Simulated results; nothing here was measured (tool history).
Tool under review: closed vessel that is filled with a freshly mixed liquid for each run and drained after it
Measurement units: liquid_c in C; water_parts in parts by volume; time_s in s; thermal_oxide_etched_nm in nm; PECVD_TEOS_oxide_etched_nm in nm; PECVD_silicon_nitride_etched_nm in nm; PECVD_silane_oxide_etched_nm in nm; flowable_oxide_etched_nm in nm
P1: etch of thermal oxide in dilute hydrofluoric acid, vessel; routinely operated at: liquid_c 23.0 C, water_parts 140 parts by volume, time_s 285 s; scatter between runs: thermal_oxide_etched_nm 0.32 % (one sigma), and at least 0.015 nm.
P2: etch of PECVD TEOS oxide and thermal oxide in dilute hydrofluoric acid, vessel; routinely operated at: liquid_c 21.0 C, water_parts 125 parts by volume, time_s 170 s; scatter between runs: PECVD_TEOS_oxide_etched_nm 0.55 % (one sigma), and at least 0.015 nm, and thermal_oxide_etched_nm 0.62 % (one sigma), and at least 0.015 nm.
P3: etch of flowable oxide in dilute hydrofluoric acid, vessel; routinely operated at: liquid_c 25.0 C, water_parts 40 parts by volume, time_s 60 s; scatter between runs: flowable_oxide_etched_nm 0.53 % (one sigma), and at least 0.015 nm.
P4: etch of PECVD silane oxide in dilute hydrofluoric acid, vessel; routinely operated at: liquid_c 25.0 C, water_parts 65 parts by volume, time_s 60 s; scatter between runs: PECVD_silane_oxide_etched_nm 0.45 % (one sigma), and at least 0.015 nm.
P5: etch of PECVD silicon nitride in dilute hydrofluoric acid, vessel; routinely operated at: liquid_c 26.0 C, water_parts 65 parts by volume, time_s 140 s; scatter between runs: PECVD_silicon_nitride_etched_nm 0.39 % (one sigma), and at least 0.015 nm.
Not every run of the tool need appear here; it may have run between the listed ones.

run,hour,process,liquid_c,water_parts,time_s,hours since the thermometer was replaced,hours since the hydrofluoric acid flow meter was replaced,thermal_oxide_etched_nm,PECVD_TEOS_oxide_etched_nm,PECVD_silicon_nitride_etched_nm,PECVD_silane_oxide_etched_nm,flowable_oxide_etched_nm
1,6.0,P1,23.0,140,285,201.4,380.7,8.8576,,,,
2,12.8,P2,21.0,55,170,208.2,387.5,13.7720,25.2140,,,
3,19.8,P1,23.0,140,285,215.2,394.5,8.8813,,,,
4,27.9,P5,26.0,65,280,223.3,402.6,,,24.466,,
5,33.9,P5,26.0,20,140,229.3,408.6,,,38.348,,
6,41.7,P4,25.0,65,60,237.1,416.4,,,,16.349,
7,51.8,P1,23.0,140,460,247.2,426.5,14.3010,,,,
8,56.6,P4,25.0,65,90,252.0,431.3,,,,24.659,
9,64.4,P1,23.0,140,285,259.8,439.1,8.8957,,,,
10,71.5,P1,28.0,140,285,266.9,446.2,10.7000,,,,
# hour 75.5: hydrofluoric acid flow meter replaced
11,80.5,P1,23.0,140,285,275.9,5.1,8.9220,,,,
12,90.0,P2,21.0,125,170,285.4,14.6,5.5764,10.2090,,,
13,97.4,P4,25.0,40,60,292.8,22.0,,,,27.805,
14,104.3,P3,32.5,40,60,299.7,28.9,,,,,141.750
15,110.0,P4,17.0,65,60,305.4,34.6,,,,11.723,
16,117.3,P1,23.0,140,285,312.7,41.9,8.9451,,,,
17,122.9,P3,25.0,40,30,318.3,47.5,,,,,52.107
18,131.4,P3,25.0,20,60,326.8,56.0,,,,,213.720
19,140.1,P3,25.0,40,60,335.5,64.7,,,,,104.780
20,149.0,P4,25.0,65,60,344.4,73.6,,,,16.471,
21,159.3,P5,32.0,65,140,354.7,83.9,,,17.924,,
22,167.9,P2,17.0,125,170,363.3,92.5,4.7362,8.7262,,,
23,173.2,P1,23.0,40,285,368.6,97.8,34.9710,,,,
24,178.4,P2,21.0,125,70,373.8,103.0,2.2932,4.2002,,,
25,184.7,P3,25.0,40,60,380.1,109.3,,,,,103.170
26,190.4,P1,23.0,235,285,385.8,115.0,4.7495,,,,
27,195.4,P5,26.0,65,140,390.8,120.0,,,12.232,,
28,204.3,P1,23.0,140,285,399.7,128.9,8.8736,,,,
29,210.4,P1,17.0,140,285,405.8,135.0,6.9871,,,,
30,219.4,P1,23.0,140,45,414.8,144.0,1.3535,,,,
31,228.6,P1,23.0,235,490,424.0,153.2,8.1467,,,,
32,237.7,P1,23.0,140,285,433.1,162.3,8.8394,,,,
33,245.2,P1,23.0,140,285,440.6,169.8,8.5139,,,,
34,253.8,P1,23.0,140,285,449.2,178.4,8.3326,,,,
35,261.3,P1,23.0,140,285,456.7,185.9,8.1409,,,,
36,266.3,P1,23.0,140,285,461.7,190.9,8.2075,,,,
37,276.1,P1,23.0,140,285,471.5,200.7,8.1456,,,,
38,281.1,P1,23.0,140,285,476.5,205.7,8.1556,,,,

P1 no longer gives what it gave before; its output has crept away from where it was. The following 2 causes, each at its listed size, fit the log equally well:
A: hydrofluoric acid flow below the setpoint (%) = 7.06
B: liquid colder than its thermometer reads (K) = 2.17
The creep began at about hour 237.7.

4 check runs are offered, one wafer each, their results left as question marks. Which one tells the causes apart?
check 1,286.1,P4,25.0,65,60,,,,,,?,
check 2,286.1,P2,21.0,125,170,,,?,?,,,
check 3,286.1,P3,25.0,40,60,,,,,,,?
check 4,286.1,P5,26.0,65,140,,,,,?,,

What every check run would give for each of its results, assuming each possible cause in turn:
check,result,if A,if B
check 1,PECVD_silane_oxide_etched_nm,15.142,15.013
check 2,thermal_oxide_etched_nm,5.1362,5.1150
check 2,PECVD_TEOS_oxide_etched_nm,9.4149,9.3761
check 3,flowable_oxide_etched_nm,96.451,95.237
check 4,PECVD_silicon_nitride_etched_nm,11.374,10.585
Gap, in per cent, between the two causes that each check separates least, read from the result that separates them most: check 1 0.85 %; check 2 0.41 %; check 3 1.27 %; check 4 7.19 %
The causes can be told apart only by check 4. The other checks would give nearly the same results under each of them.

Check 4 was then run and gave: PECVD_silicon_nitride_etched_nm 10.573 nm. Which cause is it?

The correct cause is B, namely: liquid colder than its thermometer reads (K).
